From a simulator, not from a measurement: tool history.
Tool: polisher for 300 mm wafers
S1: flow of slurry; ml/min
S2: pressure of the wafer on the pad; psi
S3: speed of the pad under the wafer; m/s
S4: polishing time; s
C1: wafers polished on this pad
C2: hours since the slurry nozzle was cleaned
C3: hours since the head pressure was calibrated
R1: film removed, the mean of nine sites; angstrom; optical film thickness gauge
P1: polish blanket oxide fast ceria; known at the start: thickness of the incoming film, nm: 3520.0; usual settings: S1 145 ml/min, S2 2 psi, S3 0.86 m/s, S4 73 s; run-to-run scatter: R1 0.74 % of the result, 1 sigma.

run 1 hour=3.4 | S1=145 S2=2 S3=0.86 S4=73 | C1=539 C2=403.4 C3=255.9 | R1=6099.7
run 2 hour=9 | S1=145 S2=1 S3=0.86 S4=73 | C1=576 C2=409 C3=261.5 | R1=3040.6
run 3 hour=15.1 | S1=145 S2=2 S3=0.86 S4=73 | C1=617 C2=415.1 C3=267.6 | R1=6103.3
run 4 hour=20.4 | S1=145 S2=2 S3=0.86 S4=33 | C1=652 C2=420.4 C3=272.9 | R1=2727.6
run 5 hour=23.9 | S1=145 S2=1.5 S3=0.86 S4=36 | C1=675 C2=423.9 C3=276.4 | R1=2234
run 6 hour=27.9 | S1=145 S2=2 S3=0.86 S4=73 | C1=701 C2=427.9 C3=280.4 | R1=6124.5
run 7 hour=31.3 | S1=145 S2=3.2 S3=0.86 S4=73 | C1=724 C2=431.3 C3=283.8 | R1=9794.6
run 8 hour=36.4 | S1=145 S2=2 S3=0.86 S4=73 | C1=758 C2=436.4 C3=288.9 | R1=6088.9
run 9 hour=40.1 | S1=145 S2=2 S3=0.6 S4=73 | C1=782 C2=440.1 C3=292.6 | R1=4236.5
run 10 hour=43.6 | S1=145 S2=2 S3=1.34 S4=73 | C1=805 C2=443.6 C3=296.1 | R1=9592.8
run 11 hour=48.4 | S1=225 S2=2 S3=0.86 S4=73 | C1=837 C2=448.4 C3=300.9 | R1=6574.1
run 12 hour=51.6 | S1=145 S2=2 S3=0.86 S4=73 | C1=858 C2=451.6 C3=304.1 | R1=6121.8
run 13 hour=57.7 | S1=85 S2=2 S3=0.86 S4=73 | C1=899 C2=457.7 C3=310.2 | R1=5392.3
run 14 hour=61.5 | S1=145 S2=2 S3=0.86 S4=115 | C1=924 C2=461.5 C3=314 | R1=9571.6
run 15 hour=67.4 | S1=145 S2=2 S3=0.86 S4=73 | C1=963 C2=467.4 C3=319.9 | R1=6158.9
run 16 hour=71.9 | S1=145 S2=2 S3=0.86 S4=73 | C1=993 C2=471.9 C3=324.4 | R1=6156.1
run 17 hour=75 | S1=145 S2=2 S3=0.86 S4=73 | C1=1013 C2=475 C3=327.5 | R1=5947.2

Run 18 comes next. What will it give?
run 18 hour=81.1 | S1=145 S2=2 S3=0.86 S4=73 | C1=1054 C2=481.1 C3=333.6 | R1=?

Run 18 gave R1 5783.7 angstrom.
